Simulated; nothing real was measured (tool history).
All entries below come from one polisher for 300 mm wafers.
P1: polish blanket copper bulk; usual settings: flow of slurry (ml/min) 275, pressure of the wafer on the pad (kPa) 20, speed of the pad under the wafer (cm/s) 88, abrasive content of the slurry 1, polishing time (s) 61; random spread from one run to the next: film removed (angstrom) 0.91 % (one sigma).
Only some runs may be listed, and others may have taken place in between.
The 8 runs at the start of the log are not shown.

run,day,flow of slurry (ml/min),pressure of the wafer on the pad (kPa),speed of the pad under the wafer (cm/s),abrasive content of the slurry,polishing time (s),wafers polished on this pad,hours since the slurry nozzle was cleaned,hours since the head pressure was calibrated,hours since the slurry blender was calibrated,film removed (angstrom)
9,2.746,275,20,88,1,93,931,289.3,530.6,151.3,6994.2
10,2.938,275,26.9,88,1,61,973,293.9,535.2,155.9,6180.1
11,3.238,275,20,88,1.5,61,1039,301.1,542.4,163.1,5051.5
12,3.571,275,20,88,1.4,92,1113,309.1,550.4,171.1,7314.3
13,3.808,275,20,88,1,61,1165,314.8,556.1,176.8,4580.2
14,4.162,275,20,66,1,76,1243,323.3,564.6,185.3,4206.2
15,4.438,275,20,88,1,61,1304,329.9,571.2,191.9,4655
16,4.662,350,20,88,1,61,1353,335.3,576.6,197.3,4623.1
17,4.829,275,20,48,1,61,1390,339.3,580.6,201.3,2446.5
18,5.004,275,20,88,1,31,1429,343.5,584.8,205.5,2309.8
19,5.25,275,20,138,1,61,1483,349.4,590.7,211.4,7193.9
20,5.438,275,20,88,1,61,1524,353.9,595.2,215.9,4555.6
21,5.808,275,20,88,1,61,1606,362.8,604.1,224.8,4570.1
22,5.975,275,20,88,1,61,1642,366.8,608.1,228.8,4591
23,6.221,275,20,88,1,61,1697,372.7,614,234.7,4475.8
24,6.479,275,20,88,1,61,1754,378.9,620.2,240.9,4453.6

The next listed run, before its measurement:
25,6.721,275,20,88,1,61,1807,384.7,626,246.7,?

{"run 25": {"film removed (angstrom)": 4343.5}}

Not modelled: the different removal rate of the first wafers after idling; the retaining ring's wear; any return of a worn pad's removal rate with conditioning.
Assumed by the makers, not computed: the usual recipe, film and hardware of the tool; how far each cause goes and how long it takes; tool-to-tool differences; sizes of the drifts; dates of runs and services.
